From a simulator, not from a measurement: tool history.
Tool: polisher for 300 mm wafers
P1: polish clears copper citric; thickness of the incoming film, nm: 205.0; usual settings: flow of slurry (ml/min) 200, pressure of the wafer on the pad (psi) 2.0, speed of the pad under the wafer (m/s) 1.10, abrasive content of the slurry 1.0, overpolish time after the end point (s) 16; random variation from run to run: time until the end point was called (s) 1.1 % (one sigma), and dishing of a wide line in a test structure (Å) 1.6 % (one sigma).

run   hour  flow of slurry (ml/min)  pressure of the wafer on the pad (psi)  speed of the pad under the wafer (m/s)  abrasive content of the slurry  overpolish time after the end point (s)  time until the end point was called (s)  dishing of a wide line in a test structure (Å)
  1    6.6                      200                                     2.0                                    1.10                             1.0                                       16                                  123.190                                         148.320
  2   16.4                      200                                     2.0                                    1.10                             1.3                                       30                                  115.110                                         212.610
  3   26.9                      200                                     2.0                                    0.50                             1.0                                       16                                  255.920                                          84.629
  4   38.2                      200                                     2.0                                    1.10                             1.0                                       16                                  122.150                                         153.200
  5   45.6                      200                                     2.0                                    1.66                             1.0                                       16                                   79.864                                         187.980
  6   52.3                      200                                     3.1                                    1.10                             1.0                                       16                                   77.766                                         194.560
  7   63.6                      270                                     2.0                                    1.10                             1.0                                       16                                  116.810                                         149.520
  8   73.1                      200                                     2.0                                    1.10                             1.0                                       16                                  120.420                                         149.120
  9   82.7                      200                                     2.0                                    1.10                             1.0                                       16                                  121.580                                         153.010
 10   90.6                      200                                     2.0                                    1.10                             0.5                                       16                                  137.470                                         135.970
 11   98.0                      200                                     2.0                                    1.10                             1.0                                       16                                  118.950                                         148.900
 12  106.3                      200                                     2.0                                    1.10                             1.0                                        7                                  121.600                                          79.759
 13  117.1                      200                                     1.2                                    1.10                             1.0                                       16                                  197.580                                         103.180
 14  126.2                      200                                     2.0                                    1.10                             1.0                                       30                                  120.970                                         212.270
 15  133.3                      200                                     2.0                                    1.10                             1.4                                       16                                  111.430                                         160.440
 16  146.2                      120                                     2.0                                    1.10                             1.0                                       16                                  130.150                                         141.900
 17  158.7                      200                                     2.0                                    1.10                             1.0                                       16                                  122.340                                         149.550
 18  167.2                      200                                     2.0                                    1.10                             1.0                                       16                                  116.730                                         150.260
 19  180.0                      200                                     2.0                                    1.10                             1.0                                       16                                  124.020                                         149.640
 20  191.0                      200                                     2.0                                    1.10                             1.0                                       16                                  123.050                                         144.790
 21  200.9                      200                                     2.0                                    1.10                             1.0                                       16                                  126.200                                         146.620
     206.5  -- worn pad replaced by a new one
 22  211.6                      200                                     2.0                                    1.10                             1.0                                       16                                  131.010                                         141.230
 23  222.4                      200                                     2.0                                    1.10                             1.0                                       16                                  130.400                                         145.740
     228.5  -- head pressure recalibrated
 24  231.5                      200                                     2.0                                    1.10                             1.0                                       16                                  128.800                                         139.980
 25  240.9                      200                                     2.0                                    1.10                             1.0                                       16                                  129.720                                         139.360
 26  248.6                      200                                     2.0                                    1.10                             1.0                                       16                                  131.470                                         142.100
 27  257.0                      200                                     2.0                                    1.10                             1.0                                       16                                  130.120                                         138.610
 28  265.6                      200                                     2.0                                    1.10                             1.0                                       16                                  132.950                                         140.350

What P1 gives has crept away from where it was. These 2 causes fit the log equally well, each at the size given:
A: slurry flow missing at the pad, % = 39.6
B: abrasive missing from the slurry, % = 33.2
The creep began at about hour 167.2.
Why every other cause is out:
removal rate lost through wear of the pad, %: serviced at hour 206.5, which brought nothing back
head's pressure below its setpoint, %: serviced at hour 228.5, which brought nothing back

4 check runs are offered, each on 3 wafers whose results are averaged, their results left as question marks. Which one tells the causes apart?
check 1  274.2                      120                                     2.0                                    0.50                             1.0                                       16                                        ?                                               ?
check 2  274.2                      200                                     1.4                                    1.10                             0.7                                       16                                        ?                                               ?
check 3  274.2                      200                                     2.6                                    0.80                             1.0                                       16                                        ?                                               ?
check 4  274.2                      200                                     2.0                                    1.64                             1.0                                       30                                        ?                                               ?

What each check would give under each cause:
  check                                          result     if A     if B
check 1         time until the end point was called (s)  317.570  302.290
check 1  dishing of a wide line in a test structure (Å)   71.554   74.641
check 2         time until the end point was called (s)  198.960  198.180
check 2  dishing of a wide line in a test structure (Å)  103.710  104.020
check 3         time until the end point was called (s)  138.340  138.320
check 3  dishing of a wide line in a test structure (Å)  137.790  137.800
check 4         time until the end point was called (s)   88.842   88.831
check 4  dishing of a wide line in a test structure (Å)  235.430  235.440
How far apart the two closest causes lie, in the result that separates them most: check 1 4.93 %; check 2 0.39 %; check 3 0.01 %; check 4 0.01 %
Only check 1 tells the causes apart: in the others they would give nearly the same result.

Then check 1 was run and gave: time until the end point was called (s) 318.610; dishing of a wide line in a test structure (Å) 70.989. Which cause is it?

It is A: slurry flow missing at the pad, %.
